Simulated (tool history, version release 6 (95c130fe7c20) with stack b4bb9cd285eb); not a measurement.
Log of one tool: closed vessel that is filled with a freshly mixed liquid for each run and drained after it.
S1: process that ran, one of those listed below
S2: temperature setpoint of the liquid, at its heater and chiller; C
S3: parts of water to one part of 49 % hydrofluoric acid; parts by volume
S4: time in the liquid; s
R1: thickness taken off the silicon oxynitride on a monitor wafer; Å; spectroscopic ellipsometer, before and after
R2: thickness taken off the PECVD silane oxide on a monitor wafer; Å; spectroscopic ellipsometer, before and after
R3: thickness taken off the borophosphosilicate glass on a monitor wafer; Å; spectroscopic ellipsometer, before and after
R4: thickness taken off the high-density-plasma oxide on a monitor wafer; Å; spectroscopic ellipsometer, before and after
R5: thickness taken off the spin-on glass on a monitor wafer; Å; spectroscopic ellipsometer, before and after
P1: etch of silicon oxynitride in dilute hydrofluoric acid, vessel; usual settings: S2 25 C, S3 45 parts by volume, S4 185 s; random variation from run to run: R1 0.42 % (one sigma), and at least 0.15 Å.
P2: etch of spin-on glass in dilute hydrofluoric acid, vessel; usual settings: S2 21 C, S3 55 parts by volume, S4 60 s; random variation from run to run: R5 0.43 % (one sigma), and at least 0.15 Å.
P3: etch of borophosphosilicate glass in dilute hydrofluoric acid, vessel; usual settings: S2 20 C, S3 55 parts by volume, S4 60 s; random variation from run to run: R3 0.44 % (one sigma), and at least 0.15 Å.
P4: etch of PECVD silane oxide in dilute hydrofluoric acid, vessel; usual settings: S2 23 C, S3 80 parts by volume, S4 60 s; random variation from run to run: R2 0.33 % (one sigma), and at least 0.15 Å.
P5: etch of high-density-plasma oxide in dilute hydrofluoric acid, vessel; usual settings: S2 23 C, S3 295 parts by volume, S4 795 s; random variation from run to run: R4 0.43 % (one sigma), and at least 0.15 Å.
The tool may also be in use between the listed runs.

{"run": 1, "day": 0.229, "S1": "P1", "S2": 25, "S3": 45, "S4": 185, "R1": 98.698}
{"run": 2, "day": 0.496, "S1": "P4", "S2": 23, "S3": 80, "S4": 95, "R2": 577.68}
{"run": 3, "day": 0.638, "S1": "P3", "S2": 20, "S3": 55, "S4": 60, "R3": 560.3}
{"run": 4, "day": 0.917, "S1": "P5", "S2": 23, "S3": 295, "S4": 795, "R4": 207.18}
{"run": 5, "day": 1.204, "S1": "P3", "S2": 26.5, "S3": 55, "S4": 60, "R3": 727.26}
{"run": 6, "day": 1.446, "S1": "P1", "S2": 25, "S3": 45, "S4": 370, "R1": 198.31}
{"run": 7, "day": 1.604, "S1": "P3", "S2": 20, "S3": 55, "S4": 60, "R3": 553.5}
{"run": 8, "day": 1.817, "S1": "P3", "S2": 20, "S3": 20, "S4": 60, "R3": 1596.4}
{"run": 9, "day": 2.025, "S1": "P5", "S2": 23, "S3": 295, "S4": 1465, "R4": 379.01}
{"run": 10, "day": 2.192, "S1": "P1", "S2": 18.5, "S3": 45, "S4": 185, "R1": 71.648}
{"run": 11, "day": 2.421, "S1": "P2", "S2": 21, "S3": 55, "S4": 60, "R5": 323.64}
{"run": 12, "day": 2.583, "S1": "P2", "S2": 17, "S3": 55, "S4": 60, "R5": 274}
{"run": 13, "day": 2.725, "S1": "P4", "S2": 23, "S3": 80, "S4": 60, "R2": 365.24}
{"run": 14, "day": 2.954, "S1": "P2", "S2": 21, "S3": 80, "S4": 60, "R5": 215.18}
{"run": 15, "day": 3.146, "S1": "P1", "S2": 30, "S3": 45, "S4": 185, "R1": 126.45}
{"run": 16, "day": 3.408, "S1": "P4", "S2": 23, "S3": 20, "S4": 60, "R2": 1588.6}
{"run": 17, "day": 3.579, "S1": "P2", "S2": 21, "S3": 55, "S4": 60, "R5": 324.18}
{"run": 18, "day": 3.858, "S1": "P5", "S2": 28.5, "S3": 295, "S4": 795, "R4": 248.95}
{"run": 19, "day": 4.054, "S1": "P4", "S2": 17, "S3": 80, "S4": 60, "R2": 282.84}
{"run": 20, "day": 4.238, "S1": "P1", "S2": 25, "S3": 80, "S4": 185, "R1": 54.52}
{"run": 21, "day": 4.533, "S1": "P5", "S2": 23, "S3": 180, "S4": 795, "R4": 381.32}
{"run": 22, "day": 4.683, "S1": "P1", "S2": 25, "S3": 45, "S4": 185, "R1": 99.889}
{"run": 23, "day": 4.979, "S1": "P1", "S2": 25, "S3": 45, "S4": 45, "R1": 23.99}
{"run": 24, "day": 5.138, "S1": "P3", "S2": 20, "S3": 55, "S4": 115, "R3": 1069.2}
{"run": 25, "day": 5.338, "S1": "P1", "S2": 25, "S3": 30, "S4": 185, "R1": 151.15}
{"run": 26, "day": 5.604, "S1": "P1", "S2": 25, "S3": 20, "S4": 290, "R1": 356.57}
{"run": 27, "day": 5.758, "S1": "P1", "S2": 25, "S3": 45, "S4": 185, "R1": 98.847}
{"run": 28, "day": 6.008, "S1": "P1", "S2": 25, "S3": 45, "S4": 185, "R1": 99.342}
{"run": 29, "day": 6.208, "S1": "P1", "S2": 25, "S3": 45, "S4": 185, "R1": 99.129}
{"run": 30, "day": 6.371, "S1": "P5", "S2": 23, "S3": 295, "S4": 795, "R4": 206.55}
{"run": 31, "day": 6.55, "S1": "P1", "S2": 25, "S3": 45, "S4": 185, "R1": 99.852}
{"run": 32, "day": 6.8, "S1": "P1", "S2": 25, "S3": 45, "S4": 185, "R1": 99.531}
{"run": 33, "day": 7.083, "S1": "P2", "S2": 21, "S3": 55, "S4": 115, "R5": 621.76}
{"run": 34, "day": 7.35, "S1": "P1", "S2": 25, "S3": 45, "S4": 185, "R1": 99.7}
{"run": 35, "day": 7.546, "S1": "P1", "S2": 25, "S3": 45, "S4": 185, "R1": 96.49}
{"run": 36, "day": 7.75, "S1": "P1", "S2": 25, "S3": 45, "S4": 185, "R1": 94.529}
{"run": 37, "day": 8.008, "S1": "P1", "S2": 25, "S3": 45, "S4": 185, "R1": 93.823}
{"run": 38, "day": 8.221, "S1": "P1", "S2": 25, "S3": 45, "S4": 185, "R1": 92.774}
{"run": 39, "day": 8.446, "S1": "P1", "S2": 25, "S3": 45, "S4": 185, "R1": 92.848}
{"run": 40, "day": 8.75, "S1": "P1", "S2": 25, "S3": 45, "S4": 185, "R1": 91.783}
{"run": 41, "day": 9.017, "S1": "P1", "S2": 25, "S3": 45, "S4": 185, "R1": 92.442}
{"run": 42, "day": 9.175, "S1": "P1", "S2": 25, "S3": 45, "S4": 185, "R1": 91.393}

What P1 gives has crept away from where it was. These 2 causes fit the log equally well, each at the size given:
A: liquid colder than its thermometer reads (K) = 1.55
B: hydrofluoric acid flow below the setpoint (%) = 7.02
The creep began at about day 7.35.

4 check runs are offered, one wafer each, their results left as question marks. Which one tells the causes apart?
{"run": "check 1", "day": 9.333, "S1": "P3", "S2": 25.5, "S3": 25, "S4": 60, "R3": "?"}
{"run": "check 2", "day": 9.333, "S1": "P4", "S2": 18.5, "S3": 20, "S4": 60, "R2": "?"}
{"run": "check 3", "day": 9.333, "S1": "P2", "S2": 17, "S3": 55, "S4": 115, "R5": "?"}
{"run": "check 4", "day": 9.333, "S1": "P5", "S2": 26, "S3": 295, "S4": 795, "R4": "?"}

What each check would give under each cause:
check=check_1 result=R3 if_A=1500.8 if_B=1484.8
check=check_2 result=R2 if_A=1214 if_B=1206.7
check=check_3 result=R5 if_A=491.63 if_B=486.87
check=check_4 result=R4 if_A=217.64 if_B=208.67
How far apart the two closest causes lie, in the result that separates them most: check 1 1.07 %; check 2 0.61 %; check 3 0.97 %; check 4 4.21 %
Only check 4 tells the causes apart: in the others they would give nearly the same result.

Check 4 was then run and gave: R4 216.68 Å. Which cause is it?

It is A: liquid colder than its thermometer reads (K).

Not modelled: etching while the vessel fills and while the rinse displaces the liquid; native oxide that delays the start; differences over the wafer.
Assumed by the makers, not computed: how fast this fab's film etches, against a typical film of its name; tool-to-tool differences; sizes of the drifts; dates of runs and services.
